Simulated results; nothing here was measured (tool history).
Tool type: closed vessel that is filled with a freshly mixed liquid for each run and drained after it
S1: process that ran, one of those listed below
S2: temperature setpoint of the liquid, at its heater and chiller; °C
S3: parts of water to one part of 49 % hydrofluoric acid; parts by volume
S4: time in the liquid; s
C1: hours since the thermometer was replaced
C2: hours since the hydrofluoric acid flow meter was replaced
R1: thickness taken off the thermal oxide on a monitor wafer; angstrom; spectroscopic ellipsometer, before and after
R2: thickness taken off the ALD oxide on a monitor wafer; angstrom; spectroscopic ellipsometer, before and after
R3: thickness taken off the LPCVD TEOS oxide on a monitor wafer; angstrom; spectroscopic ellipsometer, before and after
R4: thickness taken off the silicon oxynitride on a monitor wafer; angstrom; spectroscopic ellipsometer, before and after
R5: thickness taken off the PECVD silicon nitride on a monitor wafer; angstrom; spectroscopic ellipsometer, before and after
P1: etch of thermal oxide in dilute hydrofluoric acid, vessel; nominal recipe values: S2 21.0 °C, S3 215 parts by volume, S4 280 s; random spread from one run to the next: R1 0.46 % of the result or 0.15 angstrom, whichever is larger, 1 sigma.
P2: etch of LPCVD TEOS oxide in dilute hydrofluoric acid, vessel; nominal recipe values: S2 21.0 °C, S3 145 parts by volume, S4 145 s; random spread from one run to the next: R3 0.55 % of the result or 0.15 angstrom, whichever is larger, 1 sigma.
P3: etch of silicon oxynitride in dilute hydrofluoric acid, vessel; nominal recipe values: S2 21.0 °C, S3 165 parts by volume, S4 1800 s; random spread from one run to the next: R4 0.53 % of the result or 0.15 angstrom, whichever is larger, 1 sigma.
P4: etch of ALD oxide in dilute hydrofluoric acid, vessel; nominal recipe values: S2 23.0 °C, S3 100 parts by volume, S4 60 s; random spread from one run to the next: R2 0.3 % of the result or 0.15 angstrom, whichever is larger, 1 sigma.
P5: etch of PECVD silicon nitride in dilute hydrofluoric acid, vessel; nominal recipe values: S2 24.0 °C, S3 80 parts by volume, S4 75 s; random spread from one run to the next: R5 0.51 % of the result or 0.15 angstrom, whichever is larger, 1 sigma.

| run | hour | S1 | S2 | S3 | S4 | C1 | C2 | R1 | R2 | R3 | R4 | R5 |
|---|---|---|---|---|---|---|---|---|---|---|---|---|
| 1 | 2.9 | P1 | 21.0 | 215 | 280 | 1397.9 | 241.3 | 45.752 |  |  |  |  |
| 2 | 8.0 | P4 | 23.0 | 100 | 60 | 1403.0 | 246.4 |  | 184.990 |  |  |  |
| 3 | 13.8 | P4 | 23.0 | 100 | 30 | 1408.8 | 252.2 |  | 92.463 |  |  |  |
| 4 | 19.6 | P1 | 21.0 | 125 | 280 | 1414.6 | 258.0 | 85.644 |  |  |  |  |
| 5 | 24.4 | P1 | 21.0 | 215 | 280 | 1419.4 | 262.8 | 45.305 |  |  |  |  |
| 6 | 29.9 | P1 | 24.5 | 215 | 280 | 1424.9 | 268.3 | 51.605 |  |  |  |  |
| 7 | 35.3 | P2 | 17.0 | 145 | 145 | 1430.3 | 273.7 |  |  | 171.65 |  |  |
| 8 | 41.3 | P1 | 21.0 | 395 | 280 | 1436.3 | 279.7 | 21.196 |  |  |  |  |
| 9 | 46.6 | P1 | 17.0 | 215 | 280 | 1441.6 | 285.0 | 38.673 |  |  |  |  |
| 10 | 51.4 | P1 | 21.0 | 215 | 140 | 1446.4 | 289.8 | 22.615 |  |  |  |  |
| 11 | 56.5 | P4 | 23.0 | 165 | 60 | 1451.5 | 294.9 |  | 104.260 |  |  |  |
| 12 | 59.7 | P1 | 21.0 | 215 | 280 | 1454.7 | 298.1 | 46.099 |  |  |  |  |
| 13 | 62.7 | P1 | 21.0 | 215 | 280 | 1457.7 | 301.1 | 45.395 |  |  |  |  |
| 14 | 66.7 | P2 | 21.0 | 145 | 75 | 1461.7 | 305.1 |  |  | 101.93 |  |  |
| 15 | 71.2 | P1 | 21.0 | 215 | 505 | 1466.2 | 309.6 | 81.268 |  |  |  |  |
| 16 | 76.7 | P3 | 21.0 | 270 | 1800 | 1471.7 | 315.1 |  |  |  | 103.020 |  |
| 17 | 80.8 | P3 | 21.0 | 165 | 1800 | 1475.8 | 319.2 |  |  |  | 179.500 |  |
| 18 | 83.9 | P5 | 24.0 | 80 | 75 | 1478.9 | 322.3 |  |  |  |  | 47.050 |
| 19 | 87.8 | P2 | 21.0 | 250 | 145 | 1482.8 | 326.2 |  |  | 103.82 |  |  |
| 20 | 90.8 | P3 | 21.0 | 165 | 1800 | 1485.8 | 329.2 |  |  |  | 181.440 |  |
| 21 | 94.9 | P4 | 23.0 | 100 | 60 | 1489.9 | 333.3 |  | 186.100 |  |  |  |
| 22 | 100.6 | P2 | 21.0 | 145 | 145 | 1495.6 | 339.0 |  |  | 201.58 |  |  |
| 23 | 103.5 | P3 | 21.0 | 165 | 195 | 1498.5 | 341.9 |  |  |  | 19.604 |  |
| 24 | 109.3 | P2 | 21.0 | 145 | 145 | 1504.3 | 347.7 |  |  | 199.51 |  |  |
| 25 | 112.3 | P3 | 28.0 | 165 | 1800 | 1507.3 | 350.7 |  |  |  | 248.520 |  |
| 26 | 116.6 | P5 | 24.0 | 80 | 110 | 1511.6 | 355.0 |  |  |  |  | 69.027 |
| 27 | 121.6 | P5 | 24.0 | 145 | 75 | 1516.6 | 360.0 |  |  |  |  | 26.290 |
| 28 | 126.1 | P5 | 24.0 | 80 | 75 | 1521.1 | 364.5 |  |  |  |  | 47.252 |
| 29 | 128.7 | P5 | 18.0 | 80 | 75 | 1523.7 | 367.1 |  |  |  |  | 31.201 |
| 30 | 134.1 | P1 | 28.0 | 215 | 145 | 1529.1 | 372.5 | 30.428 |  |  |  |  |
| 31 | 138.1 | P4 | 18.0 | 100 | 60 | 1533.1 | 376.5 |  | 150.460 |  |  |  |
| 32 | 141.2 | P1 | 21.0 | 215 | 280 | 1536.2 | 379.6 | 45.470 |  |  |  |  |
| 33 | 146.2 | P1 | 21.0 | 215 | 280 | 1541.2 | 384.6 | 46.934 |  |  |  |  |
| 34 | 151.3 | P1 | 21.0 | 215 | 280 | 1546.3 | 389.7 | 47.845 |  |  |  |  |
| 35 | 156.4 | P1 | 21.0 | 215 | 280 | 1551.4 | 394.8 | 48.433 |  |  |  |  |
| 36 | 161.2 | P1 | 21.0 | 215 | 280 | 1556.2 | 399.6 | 48.359 |  |  |  |  |
| 37 | 165.8 | P1 | 21.0 | 215 | 280 | 1560.8 | 404.2 | 48.850 |  |  |  |  |
| 38 | 170.1 | P1 | 21.0 | 215 | 280 | 1565.1 | 408.5 | 48.938 |  |  |  |  |
| 39 | 176.1 | P1 | 21.0 | 215 | 280 | 1571.1 | 414.5 | 49.244 |  |  |  |  |
| 40 | 180.4 | P1 | 21.0 | 215 | 280 | 1575.4 | 418.8 | 48.983 |  |  |  |  |
| 41 | 186.0 | P1 | 21.0 | 215 | 280 | 1581.0 | 424.4 | 48.813 |  |  |  |  |
| 42 | 188.9 | P1 | 21.0 | 215 | 280 | 1583.9 | 427.3 | 49.216 |  |  |  |  |

What P1 gives has crept off from where it sat before. The 2 causes that follow fit the log equally well, each at the size noted:
A: liquid hotter than its thermometer reads (K) = 2.06
B: hydrofluoric acid flow above the setpoint (%) = 6.58
The onset of the drift is placed at about hour 141.2.

Listed below are the offered check runs, one wafer per run, with question marks in place of results. For which of them would the causes give clearly different outcomes?
| check 1 | 191.8 | P3 | 21.0 | 260 | 390 |  |  |  |  |  | ? |  |
| check 2 | 191.8 | P5 | 19.5 | 130 | 75 |  |  |  |  |  |  | ? |
| check 3 | 191.8 | P2 | 17.0 | 215 | 145 |  |  |  |  | ? |  |  |
| check 4 | 191.8 | P4 | 23.0 | 145 | 40 |  |  |  | ? |  |  |  |

Check results expected under each cause:
| check | result | if A | if B |
|---|---|---|---|
| check 1 | R4 | 25.518 | 25.091 |
| check 2 | R5 | 24.862 | 23.044 |
| check 3 | R3 | 116.31 | 115.75 |
| check 4 | R2 | 87.388 | 86.938 |
Separation of the two closest causes in each check, using whichever result separates them best: check 1 1.69 %; check 2 7.59 %; check 3 0.48 %; check 4 0.52 %
The causes can be told apart only by check 2. The other checks would give nearly the same results under each of them.

Check 2 was then run and gave: R5 22.816 angstrom. Which cause is it?

It was cause B: hydrofluoric acid flow above the setpoint (%).
